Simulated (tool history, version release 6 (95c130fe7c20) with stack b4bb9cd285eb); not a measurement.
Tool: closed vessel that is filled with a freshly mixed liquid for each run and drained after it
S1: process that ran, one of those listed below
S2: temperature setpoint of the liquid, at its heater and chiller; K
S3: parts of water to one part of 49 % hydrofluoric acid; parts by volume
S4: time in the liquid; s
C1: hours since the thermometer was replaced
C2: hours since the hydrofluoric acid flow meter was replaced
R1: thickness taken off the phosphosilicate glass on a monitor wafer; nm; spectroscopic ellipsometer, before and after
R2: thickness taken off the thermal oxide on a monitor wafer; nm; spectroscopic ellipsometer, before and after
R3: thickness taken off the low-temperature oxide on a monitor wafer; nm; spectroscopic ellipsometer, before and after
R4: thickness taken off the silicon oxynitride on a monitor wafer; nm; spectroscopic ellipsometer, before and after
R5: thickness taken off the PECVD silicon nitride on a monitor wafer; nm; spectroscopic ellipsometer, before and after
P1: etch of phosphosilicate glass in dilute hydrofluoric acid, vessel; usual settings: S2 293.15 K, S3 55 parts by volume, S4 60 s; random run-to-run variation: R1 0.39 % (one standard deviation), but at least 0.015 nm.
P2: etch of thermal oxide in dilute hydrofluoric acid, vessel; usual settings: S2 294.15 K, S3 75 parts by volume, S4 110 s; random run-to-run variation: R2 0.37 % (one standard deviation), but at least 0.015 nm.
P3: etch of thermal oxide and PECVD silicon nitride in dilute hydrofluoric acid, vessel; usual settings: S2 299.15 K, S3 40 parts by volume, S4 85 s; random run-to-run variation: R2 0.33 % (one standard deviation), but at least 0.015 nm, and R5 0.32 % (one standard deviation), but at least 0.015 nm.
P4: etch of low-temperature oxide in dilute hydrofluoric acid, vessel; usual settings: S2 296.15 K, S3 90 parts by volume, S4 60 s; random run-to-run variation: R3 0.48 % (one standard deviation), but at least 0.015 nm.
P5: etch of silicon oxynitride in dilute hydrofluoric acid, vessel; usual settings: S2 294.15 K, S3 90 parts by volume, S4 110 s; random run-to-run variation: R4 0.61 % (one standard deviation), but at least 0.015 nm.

run 1 hour=3.3 | S1=P1 S2=293.15 S3=55 S4=60 | C1=1371.1 C2=1572.2 | R1=168.550
run 2 hour=7.1 | S1=P2 S2=294.15 S3=75 S4=110 | C1=1374.9 C2=1576.0 | R2=6.1951
run 3 hour=13.2 | S1=P1 S2=293.15 S3=85 S4=60 | C1=1381.0 C2=1582.1 | R1=105.420
run 4 hour=16.9 | S1=P1 S2=293.15 S3=55 S4=60 | C1=1384.7 C2=1585.8 | R1=167.130
run 5 hour=22.3 | S1=P4 S2=296.15 S3=135 S4=60 | C1=1390.1 C2=1591.2 | R3=10.729
run 6 hour=26.5 | S1=P2 S2=301.15 S3=75 S4=110 | C1=1394.3 C2=1595.4 | R2=8.2812
run 7 hour=29.6 | S1=P5 S2=294.15 S3=90 S4=110 | C1=1397.4 C2=1598.5 | R4=4.6011
run 8 hour=33.6 | S1=P1 S2=297.65 S3=25 S4=60 | C1=1401.4 C2=1602.5 | R1=463.640
run 9 hour=38.8 | S1=P4 S2=300.15 S3=90 S4=60 | C1=1406.6 C2=1607.7 | R3=20.070
run 10 hour=42.5 | S1=P1 S2=293.15 S3=55 S4=30 | C1=1410.3 C2=1611.4 | R1=84.219
run 11 hour=48.3 | S1=P3 S2=299.15 S3=40 S4=85 | C1=1416.1 C2=1617.2 | R2=11.7610 R5=9.9781
run 12 hour=54.1 | S1=P1 S2=293.15 S3=55 S4=60 | C1=1421.9 C2=1623.0 | R1=169.790
run 13 hour=59.4 | S1=P5 S2=294.15 S3=150 S4=110 | C1=1427.2 C2=1628.3 | R4=2.6559
run 14 hour=62.6 | S1=P1 S2=293.15 S3=55 S4=105 | C1=1430.4 C2=1631.5 | R1=295.390
run 15 hour=68.5 | S1=P3 S2=306.65 S3=40 S4=85 | C1=1436.3 C2=1637.4 | R2=15.8400 R5=16.2210
run 16 hour=74.0 | S1=P1 S2=293.15 S3=20 S4=60 | C1=1441.8 C2=1642.9 | R1=485.220
run 17 hour=76.7 | S1=P4 S2=296.15 S3=90 S4=60 | C1=1444.5 C2=1645.6 | R3=17.042
run 18 hour=82.1 | S1=P2 S2=294.15 S3=75 S4=45 | C1=1449.9 C2=1651.0 | R2=2.5191
run 19 hour=87.1 | S1=P2 S2=294.15 S3=115 S4=110 | C1=1454.9 C2=1656.0 | R2=3.8698
run 20 hour=90.0 | S1=P4 S2=296.15 S3=90 S4=60 | C1=1457.8 C2=1658.9 | R3=16.773
run 21 hour=93.6 | S1=P5 S2=290.15 S3=90 S4=110 | C1=1461.4 C2=1662.5 | R4=3.7730
run 22 hour=96.4 | S1=P1 S2=299.65 S3=55 S4=60 | C1=1464.2 C2=1665.3 | R1=219.890
run 23 hour=101.7 | S1=P1 S2=290.15 S3=55 S4=60 | C1=1469.5 C2=1670.6 | R1=148.410
run 24 hour=106.9 | S1=P5 S2=294.15 S3=90 S4=110 | C1=1474.7 C2=1675.8 | R4=4.5805
run 25 hour=112.2 | S1=P1 S2=293.15 S3=55 S4=60 | C1=1480.0 C2=1681.1 | R1=169.170
run 26 hour=116.6 | S1=P1 S2=293.15 S3=55 S4=60 | C1=1484.4 C2=1685.5 | R1=168.530
run 27 hour=120.1 | S1=P1 S2=293.15 S3=55 S4=60 | C1=1487.9 C2=1689.0 | R1=168.580
run 28 hour=123.5 | S1=P2 S2=294.15 S3=75 S4=110 | C1=1491.3 C2=1692.4 | R2=6.2222
run 29 hour=126.9 | S1=P3 S2=299.15 S3=20 S4=85 | C1=1494.7 C2=1695.8 | R2=24.2530 R5=19.5170
run 30 hour=130.5 | S1=P5 S2=294.15 S3=90 S4=200 | C1=1498.3 C2=1699.4 | R4=8.3090
run 31 hour=135.7 | S1=P4 S2=296.15 S3=90 S4=95 | C1=1503.5 C2=1704.6 | R3=26.653
run 32 hour=140.2 | S1=P3 S2=299.15 S3=40 S4=155 | C1=1508.0 C2=1709.1 | R2=21.4370 R5=18.0570
run 33 hour=144.3 | S1=P1 S2=293.15 S3=55 S4=60 | C1=1512.1 C2=1713.2 | R1=169.470
run 34 hour=150.4 | S1=P1 S2=293.15 S3=55 S4=60 | C1=1518.2 C2=1719.3 | R1=165.420
run 35 hour=153.4 | S1=P1 S2=293.15 S3=55 S4=60 | C1=1521.2 C2=1722.3 | R1=163.230
run 36 hour=156.9 | S1=P1 S2=293.15 S3=55 S4=60 | C1=1524.7 C2=1725.8 | R1=161.570
run 37 hour=160.5 | S1=P1 S2=293.15 S3=55 S4=60 | C1=1528.3 C2=1729.4 | R1=161.050
run 38 hour=163.8 | S1=P1 S2=293.15 S3=55 S4=60 | C1=1531.6 C2=1732.7 | R1=160.760
run 39 hour=169.8 | S1=P1 S2=293.15 S3=55 S4=60 | C1=1537.6 C2=1738.7 | R1=159.900
run 40 hour=175.3 | S1=P1 S2=293.15 S3=55 S4=60 | C1=1543.1 C2=1744.2 | R1=158.690
run 41 hour=179.1 | S1=P1 S2=293.15 S3=55 S4=60 | C1=1546.9 C2=1748.0 | R1=159.390
run 42 hour=185.1 | S1=P1 S2=293.15 S3=55 S4=60 | C1=1552.9 C2=1754.0 | R1=159.640
run 43 hour=190.3 | S1=P1 S2=293.15 S3=55 S4=60 | C1=1558.1 C2=1759.2 | R1=157.820

What P1 gives has crept away from where it was. These 2 causes fit the log equally well, each at the size given:
A: hydrofluoric acid flow below the setpoint (%) = 5.75
B: liquid colder than its thermometer reads (K) = 1.49
The gradual shift began around hour 144.3.

The check runs listed below each take one wafer, and their results are still question marks. Under which run would the listed causes lead to clearly different results?
run check 1 hour=195.5 | S1=P2 S2=294.15 S3=75 S4=110 | R2=?
run check 2 hour=195.5 | S1=P4 S2=296.15 S3=90 S4=60 | R3=?
run check 3 hour=195.5 | S1=P3 S2=299.15 S3=40 S4=85 | R2=? R5=?
run check 4 hour=195.5 | S1=P5 S2=294.15 S3=90 S4=110 | R4=?

Check results expected under each cause:
check=check_1 result=R2 if_A=5.8384 if_B=5.8537
check=check_2 result=R3 if_A=15.875 if_B=15.962
check=check_3 result=R2 if_A=11.0840 if_B=11.1000
check=check_3 result=R5 if_A=9.4011 if_B=9.0129
check=check_4 result=R4 if_A=4.3101 if_B=4.2682
Smallest distance between any two causes, each pair judged by its most separating result, in per cent: check 1 0.26 %; check 2 0.55 %; check 3 4.22 %; check 4 0.98 %
Only check 3 tells the causes apart: in the others they would give nearly the same result.

Check 3 was then run and gave: R2 11.1510 nm; R5 8.9940 nm. Which cause is it?

It is B: liquid colder than its thermometer reads (K).

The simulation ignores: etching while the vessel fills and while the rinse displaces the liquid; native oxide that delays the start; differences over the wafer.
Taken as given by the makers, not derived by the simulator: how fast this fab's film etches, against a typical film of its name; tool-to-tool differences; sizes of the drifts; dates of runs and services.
